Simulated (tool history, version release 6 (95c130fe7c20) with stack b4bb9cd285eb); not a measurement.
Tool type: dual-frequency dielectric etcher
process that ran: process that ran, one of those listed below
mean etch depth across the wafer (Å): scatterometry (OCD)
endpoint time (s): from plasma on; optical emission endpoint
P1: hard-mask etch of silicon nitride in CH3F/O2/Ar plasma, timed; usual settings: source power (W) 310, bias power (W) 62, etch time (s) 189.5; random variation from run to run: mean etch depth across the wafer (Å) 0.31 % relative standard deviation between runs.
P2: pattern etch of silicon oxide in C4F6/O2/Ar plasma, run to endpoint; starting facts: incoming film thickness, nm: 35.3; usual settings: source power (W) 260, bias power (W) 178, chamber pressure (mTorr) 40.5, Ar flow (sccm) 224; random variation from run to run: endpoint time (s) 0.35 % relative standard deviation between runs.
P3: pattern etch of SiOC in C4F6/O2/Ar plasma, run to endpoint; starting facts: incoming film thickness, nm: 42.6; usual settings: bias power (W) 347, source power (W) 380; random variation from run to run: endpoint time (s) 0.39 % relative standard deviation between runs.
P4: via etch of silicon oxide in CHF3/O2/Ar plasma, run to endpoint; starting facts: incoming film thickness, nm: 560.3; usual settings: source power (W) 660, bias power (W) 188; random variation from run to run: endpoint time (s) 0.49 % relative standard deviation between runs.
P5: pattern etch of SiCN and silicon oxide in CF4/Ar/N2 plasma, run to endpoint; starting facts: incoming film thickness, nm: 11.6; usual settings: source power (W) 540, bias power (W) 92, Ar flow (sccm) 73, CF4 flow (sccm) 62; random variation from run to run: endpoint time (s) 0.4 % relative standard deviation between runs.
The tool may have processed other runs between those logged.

| run | hour | process that ran | source power (W) | bias power (W) | etch time (s) | Ar flow (sccm) | CF4 flow (sccm) | chamber pressure (mTorr) | hours since the last wet clean | hours since the last source power generator calibration | hours since the last bias power generator calibration | mean etch depth across the wafer (Å) | endpoint time (s) |
|---|---|---|---|---|---|---|---|---|---|---|---|---|---|
| 1 | 8.8 | P1 | 310 | 62 | 189.5 |  |  |  | 124.6 | 704.6 | 1094.8 | 1116.60 |  |
| 2 | 24.4 | P5 | 390 | 92 |  | 73 | 62 |  | 140.2 | 720.2 | 1110.4 |  | 13.0930 |
| 3 | 31.9 | P1 | 430 | 62 | 133.5 |  |  |  | 147.7 | 727.7 | 1117.9 | 893.57 |  |
| 4 | 44.5 | P2 | 260 | 178 |  | 224 |  | 40.5 | 160.3 | 740.3 | 1130.5 |  | 13.4340 |
| 5 | 53.6 | P4 | 660 | 112 |  |  |  |  | 169.4 | 749.4 | 1139.6 |  | 317.6600 |
| 6 | 66.0 | P1 | 210 | 62 | 189.5 |  |  |  | 181.8 | 761.8 | 1152.0 | 968.81 |  |
| 7 | 81.2 | P1 | 310 | 47 | 189.5 |  |  |  | 197.0 | 777.0 | 1167.2 | 1022.40 |  |
| 8 | 90.3 | P5 | 540 | 92 |  | 49 | 62 |  | 206.1 | 786.1 | 1176.3 |  | 9.3739 |
| 9 | 102.1 | P1 | 380 | 62 | 189.5 |  |  |  | 217.9 | 797.9 | 1188.1 | 1210.70 |  |
| 10 | 110.0 | P5 | 540 | 92 |  | 73 | 81 |  | 225.8 | 805.8 | 1196.0 |  | 9.4741 |
| 11 | 120.4 | P5 | 540 | 92 |  | 73 | 62 |  | 236.2 | 816.2 | 1206.4 |  | 9.8584 |
| 12 | 131.2 | P5 | 540 | 56 |  | 73 | 62 |  | 247.0 | 827.0 | 1217.2 |  | 11.5580 |
| 13 | 141.0 | P1 | 310 | 81 | 189.5 |  |  |  | 256.8 | 836.8 | 1227.0 | 1229.90 |  |
| 14 | 154.3 | P2 | 260 | 178 |  | 224 |  | 30.0 | 270.1 | 850.1 | 1240.3 |  | 12.9290 |
| 15 | 163.2 | P4 | 660 | 188 |  |  |  |  | 279.0 | 859.0 | 1249.2 |  | 265.8500 |
| 16 | 178.4 | P1 | 310 | 62 | 189.5 |  |  |  | 294.2 | 874.2 | 1264.4 | 1122.20 |  |
| 17 | 188.8 | P2 | 260 | 178 |  | 283 |  | 40.5 | 304.6 | 884.6 | 1274.8 |  | 13.8770 |
| 18 | 202.1 | P1 | 310 | 62 | 132.5 |  |  |  | 317.9 | 897.9 | 1288.1 | 784.27 |  |
| 19 | 213.2 | P2 | 260 | 104 |  | 224 |  | 40.5 | 329.0 | 909.0 | 1299.2 |  | 15.8930 |
| 20 | 228.0 | P2 | 260 | 178 |  | 224 |  | 40.5 | 343.8 | 923.8 | 1314.0 |  | 13.4400 |
| 21 | 236.8 | P1 | 310 | 62 | 189.5 |  |  |  | 352.6 | 932.6 | 1322.8 | 1117.90 |  |
| 22 | 250.2 | P1 | 420 | 42 | 189.5 |  |  |  | 366.0 | 946.0 | 1336.2 | 1111.90 |  |
| 23 | 257.0 | P1 | 310 | 62 | 189.5 |  |  |  | 372.8 | 952.8 | 1343.0 | 1120.90 |  |
| 24 | 267.6 | P1 | 410 | 77 | 189.5 |  |  |  | 383.4 | 963.4 | 1353.6 | 1338.40 |  |
| 25 | 279.1 | P2 | 200 | 178 |  | 224 |  | 40.5 | 394.9 | 974.9 | 1365.1 |  | 14.8130 |
| 26 | 287.4 | P1 | 310 | 62 | 189.5 |  |  |  | 403.2 | 983.2 | 1373.4 | 1119.10 |  |
| 27 | 295.7 | P1 | 310 | 62 | 269.0 |  |  |  | 411.5 | 991.5 | 1381.7 | 1583.40 |  |
| 28 | 307.5 | P4 | 660 | 188 |  |  |  |  | 423.3 | 1003.3 | 1393.5 |  | 267.5800 |
| 29 | 322.1 | P3 | 380 | 347 |  |  |  |  | 437.9 | 1017.9 | 1408.1 |  | 17.1360 |
| 30 | 329.1 | P3 | 380 | 449 |  |  |  |  | 444.9 | 1024.9 | 1415.1 |  | 15.5310 |
| 31 | 341.1 | P3 | 270 | 347 |  |  |  |  | 456.9 | 1036.9 | 1427.1 |  | 19.6200 |
| 32 | 350.1 | P4 | 510 | 188 |  |  |  |  | 465.9 | 1045.9 | 1436.1 |  | 297.2300 |
| 33 | 358.6 | P1 | 310 | 62 | 189.5 |  |  |  | 474.4 | 1054.4 | 1444.6 | 1120.00 |  |
| 34 | 368.2 | P1 | 310 | 62 | 189.5 |  |  |  | 484.0 | 1064.0 | 1454.2 | 1117.00 |  |
| 35 | 379.7 | P1 | 310 | 62 | 189.5 |  |  |  | 495.5 | 1075.5 | 1465.7 | 1109.20 |  |
| 36 | 388.6 | P1 | 310 | 62 | 189.5 |  |  |  | 504.4 | 1084.4 | 1474.6 | 1109.70 |  |
| 37 | 401.5 | P1 | 310 | 62 | 189.5 |  |  |  | 517.3 | 1097.3 | 1487.5 | 1103.40 |  |
| 38 | 414.0 | P1 | 310 | 62 | 189.5 |  |  |  | 529.8 | 1109.8 | 1500.0 | 1104.10 |  |
|  | 421.7 | wet clean of the chamber |
| 39 | 428.3 | P1 | 310 | 62 | 189.5 |  |  |  | 6.7 | 1124.1 | 1514.3 | 1098.40 |  |
| 40 | 438.7 | P1 | 310 | 62 | 189.5 |  |  |  | 17.1 | 1134.5 | 1524.7 | 1099.50 |  |
| 41 | 453.3 | P1 | 310 | 62 | 189.5 |  |  |  | 31.7 | 1149.1 | 1539.3 | 1099.40 |  |
| 42 | 465.4 | P1 | 310 | 62 | 189.5 |  |  |  | 43.8 | 1161.2 | 1551.4 | 1095.00 |  |
| 43 | 479.2 | P1 | 310 | 62 | 189.5 |  |  |  | 57.6 | 1175.0 | 1565.2 | 1095.40 |  |
| 44 | 494.7 | P1 | 310 | 62 | 189.5 |  |  |  | 73.1 | 1190.5 | 1580.7 | 1098.70 |  |

P1 no longer gives what it gave before; its output has crept away from where it was. The following 2 causes, each at its listed size, fit the log equally well:
A: bias power that arrives under what is set, % = 4.76
B: source power that arrives under what is set, % = 4.22
Creep in the process output first set in at about hour 358.6.
Why every other cause is out:
chamber walls in a state that lowers the etch rate, %: maintenance at hour 421.7, after the shift began, did not return the process to its former output

Below are 4 check runs, each averaged over 2 wafers, with their results shown as question marks. Which of them would give clearly different results depending on which cause is behind the drift?
| check 1 | 510.2 | P4 | 660 | 188 |  |  |  |  |  |  |  |  | ? |
| check 2 | 510.2 | P2 | 260 | 178 |  | 224 |  | 40.5 |  |  |  |  | ? |
| check 3 | 510.2 | P5 | 540 | 92 |  | 73 | 62 |  |  |  |  |  | ? |
| check 4 | 510.2 | P3 | 380 | 347 |  |  |  |  |  |  |  |  | ? |

Outcome of each check run for each possible cause:
| check | result | if A | if B |
|---|---|---|---|
| check 1 | endpoint time (s) | 272.4100 | 272.4500 |
| check 2 | endpoint time (s) | 13.6880 | 13.6990 |
| check 3 | endpoint time (s) | 10.0010 | 10.2180 |
| check 4 | endpoint time (s) | 17.4240 | 17.4060 |
Minimum pairwise separation of causes per check, each pair taken at its best-separating result: check 1 0.01 %; check 2 0.09 %; check 3 2.14 %; check 4 0.1 %
Check 3 tells the causes apart: in the others they would give nearly the same result.

Check 3 has now been run. It gave: endpoint time (s) 10.0100. Which of the candidate causes is it?

It is A: bias power that arrives under what is set, %.
